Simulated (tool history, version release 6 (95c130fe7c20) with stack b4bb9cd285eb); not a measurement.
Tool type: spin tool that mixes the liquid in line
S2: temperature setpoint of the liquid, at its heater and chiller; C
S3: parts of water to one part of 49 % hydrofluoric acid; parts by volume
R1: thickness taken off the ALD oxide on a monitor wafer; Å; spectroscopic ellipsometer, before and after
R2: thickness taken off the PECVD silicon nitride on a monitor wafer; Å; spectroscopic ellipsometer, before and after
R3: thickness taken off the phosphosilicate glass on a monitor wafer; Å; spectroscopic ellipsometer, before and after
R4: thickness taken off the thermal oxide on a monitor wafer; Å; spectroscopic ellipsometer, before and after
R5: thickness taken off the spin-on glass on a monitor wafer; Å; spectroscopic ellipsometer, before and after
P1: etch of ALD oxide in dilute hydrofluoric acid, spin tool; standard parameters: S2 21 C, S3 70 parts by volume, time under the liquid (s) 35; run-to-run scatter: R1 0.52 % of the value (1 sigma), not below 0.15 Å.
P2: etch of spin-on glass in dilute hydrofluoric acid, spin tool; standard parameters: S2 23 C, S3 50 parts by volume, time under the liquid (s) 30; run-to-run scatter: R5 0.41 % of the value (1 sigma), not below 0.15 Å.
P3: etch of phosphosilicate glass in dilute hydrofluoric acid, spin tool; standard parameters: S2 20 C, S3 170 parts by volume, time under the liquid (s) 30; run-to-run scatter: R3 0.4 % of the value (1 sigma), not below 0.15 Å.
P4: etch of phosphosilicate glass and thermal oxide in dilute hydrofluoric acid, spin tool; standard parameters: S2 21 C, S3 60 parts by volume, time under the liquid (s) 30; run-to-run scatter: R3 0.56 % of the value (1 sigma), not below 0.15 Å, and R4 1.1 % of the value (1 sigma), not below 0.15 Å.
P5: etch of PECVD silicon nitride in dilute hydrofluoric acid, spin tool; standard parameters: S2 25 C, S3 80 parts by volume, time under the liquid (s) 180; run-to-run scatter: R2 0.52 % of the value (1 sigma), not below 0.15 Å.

Run 1, day 0.138: process that ran P1, S2 21 C, S3 70 parts by volume, time under the liquid (s) 35. Result: R1 72.255 Å.
Run 2, day 0.288: process that ran P5, S2 25 C, S3 80 parts by volume, time under the liquid (s) 15. Result: R2 7.8803 Å.
Run 3, day 0.475: process that ran P4, S2 28 C, S3 60 parts by volume, time under the liquid (s) 30. Result: R3 686.6 Å, R4 28.048 Å.
Run 4, day 0.638: process that ran P1, S2 28 C, S3 70 parts by volume, time under the liquid (s) 35. Result: R1 95.597 Å.
Run 5, day 0.742: process that ran P1, S2 21 C, S3 70 parts by volume, time under the liquid (s) 15. Result: R1 31.363 Å.
Run 6, day 0.883: process that ran P5, S2 25 C, S3 20 parts by volume, time under the liquid (s) 180. Result: R2 351.32 Å.
Run 7, day 0.975: process that ran P3, S2 17 C, S3 170 parts by volume, time under the liquid (s) 30. Result: R3 78.559 Å.
Run 8, day 1.092: process that ran P1, S2 21 C, S3 70 parts by volume, time under the liquid (s) 35. Result: R1 72.148 Å.
Run 9, day 1.179: process that ran P2, S2 23 C, S3 50 parts by volume, time under the liquid (s) 30. Result: R5 275.14 Å.
Run 10, day 1.342: process that ran P1, S2 21 C, S3 70 parts by volume, time under the liquid (s) 35. Result: R1 71.822 Å.
Run 11, day 1.525: process that ran P1, S2 21 C, S3 70 parts by volume, time under the liquid (s) 65. Result: R1 133.91 Å.
Run 12, day 1.675: process that ran P1, S2 26.5 C, S3 70 parts by volume, time under the liquid (s) 55. Result: R1 143.96 Å.
Run 13, day 1.767: process that ran P1, S2 21 C, S3 70 parts by volume, time under the liquid (s) 35. Result: R1 73.123 Å.
Run 14, day 1.871: process that ran P2, S2 23 C, S3 50 parts by volume, time under the liquid (s) 60. Result: R5 547.89 Å.
Run 15, day 2.062: process that ran P3, S2 20 C, S3 50 parts by volume, time under the liquid (s) 30. Result: R3 342.88 Å.
Run 16, day 2.175: process that ran P5, S2 25 C, S3 80 parts by volume, time under the liquid (s) 180. Result: R2 91.227 Å.
Run 17, day 2.375: process that ran P3, S2 20 C, S3 170 parts by volume, time under the liquid (s) 30. Result: R3 88.582 Å.
Run 18, day 2.529: process that ran P2, S2 17 C, S3 50 parts by volume, time under the liquid (s) 30. Result: R5 213.28 Å.
Run 19, day 2.642: process that ran P1, S2 21 C, S3 70 parts by volume, time under the liquid (s) 35. Result: R1 72.172 Å.
Run 20, day 2.817: process that ran P2, S2 23 C, S3 25 parts by volume, time under the liquid (s) 30. Result: R5 562.94 Å.
Run 21, day 2.975: process that ran P1, S2 21 C, S3 95 parts by volume, time under the liquid (s) 20. Result: R1 29.805 Å.
Run 22, day 3.133: process that ran P1, S2 21 C, S3 115 parts by volume, time under the liquid (s) 35. Result: R1 41.4 Å.
At day 3.225: thermometer replaced.
Run 23, day 3.229: process that ran P4, S2 21 C, S3 60 parts by volume, time under the liquid (s) 50. Result: R3 858.91 Å, R4 35.4 Å.
Run 24, day 3.4: process that ran P3, S2 20 C, S3 170 parts by volume, time under the liquid (s) 15. Result: R3 44.195 Å.
Run 25, day 3.492: process that ran P4, S2 21 C, S3 100 parts by volume, time under the liquid (s) 30. Result: R3 292.12 Å, R4 11.63 Å.
Run 26, day 3.658: process that ran P5, S2 25 C, S3 80 parts by volume, time under the liquid (s) 180. Result: R2 91.939 Å.
Run 27, day 3.846: process that ran P1, S2 21 C, S3 35 parts by volume, time under the liquid (s) 35. Result: R1 151.61 Å.
Run 28, day 3.958: process that ran P5, S2 30.5 C, S3 80 parts by volume, time under the liquid (s) 180. Result: R2 130.13 Å.
Run 29, day 4.154: process that ran P1, S2 17 C, S3 70 parts by volume, time under the liquid (s) 35. Result: R1 61.343 Å.
Run 30, day 4.333: process that ran P4, S2 21 C, S3 60 parts by volume, time under the liquid (s) 30. Result: R3 519.5 Å, R4 21.049 Å.
Run 31, day 4.446: process that ran P1, S2 28 C, S3 70 parts by volume, time under the liquid (s) 15. Result: R1 41.432 Å.
Run 32, day 4.608: process that ran P1, S2 21 C, S3 70 parts by volume, time under the liquid (s) 35. Result: R1 72.417 Å.
Run 33, day 4.796: process that ran P1, S2 21 C, S3 70 parts by volume, time under the liquid (s) 35. Result: R1 70.482 Å.
Run 34, day 4.929: process that ran P1, S2 21 C, S3 70 parts by volume, time under the liquid (s) 35. Result: R1 69.656 Å.
Run 35, day 5.021: process that ran P1, S2 21 C, S3 70 parts by volume, time under the liquid (s) 35. Result: R1 68.449 Å.
Run 36, day 5.171: process that ran P1, S2 21 C, S3 70 parts by volume, time under the liquid (s) 35. Result: R1 68.017 Å.
Run 37, day 5.358: process that ran P1, S2 21 C, S3 70 parts by volume, time under the liquid (s) 35. Result: R1 68.434 Å.
Run 38, day 5.517: process that ran P1, S2 21 C, S3 70 parts by volume, time under the liquid (s) 35. Result: R1 67.379 Å.
Run 39, day 5.712: process that ran P1, S2 21 C, S3 70 parts by volume, time under the liquid (s) 35. Result: R1 67.559 Å.
Run 40, day 5.854: process that ran P1, S2 21 C, S3 70 parts by volume, time under the liquid (s) 35. Result: R1 67.155 Å.
Run 41, day 6.05: process that ran P1, S2 21 C, S3 70 parts by volume, time under the liquid (s) 35. Result: R1 67.422 Å.
Run 42, day 6.217: process that ran P1, S2 21 C, S3 70 parts by volume, time under the liquid (s) 35. Result: R1 66.099 Å.
Run 43, day 6.325: process that ran P1, S2 21 C, S3 70 parts by volume, time under the liquid (s) 35. Result: R1 67.187 Å.

P1 no longer gives what it gave before; its output has crept away from where it was. The following 2 causes, each at its listed size, fit the log equally well:
A: hydrofluoric acid flow below the setpoint (%) = 6.75
B: liquid colder than its thermometer reads (K) = 1.82
Creep in the process output first set in at about day 4.608.

4 check runs are offered, one wafer each, their results left as question marks. Which one tells the causes apart?
Run check 1, day 6.433: process that ran P4, S2 21 C, S3 60 parts by volume, time under the liquid (s) 30. Result: R3 ?, R4 ?.
Run check 2, day 6.433: process that ran P5, S2 25 C, S3 80 parts by volume, time under the liquid (s) 180. Result: R2 ?.
Run check 3, day 6.433: process that ran P3, S2 20 C, S3 170 parts by volume, time under the liquid (s) 30. Result: R3 ?.
Run check 4, day 6.433: process that ran P2, S2 23 C, S3 50 parts by volume, time under the liquid (s) 30. Result: R5 ?.

Predicted outcomes, by check and by cause:
  check  result    if A    if B
check 1      R3  479.13  478.35
check 1      R4  19.662   19.63
check 2      R2  84.999    80.7
check 3      R3  81.536  82.364
check 4      R5  253.69  253.32
Smallest distance between any two causes, each pair judged by its most separating result, in per cent: check 1 0.16 %; check 2 5.19 %; check 3 1.01 %; check 4 0.15 %
Only in check 2 would the causes give clearly different results; in the remaining checks their results would be nearly the same.

Then check 2 was run and gave: R2 84.897 Å. Which cause is it?

A is the cause: hydrofluoric acid flow below the setpoint (%).
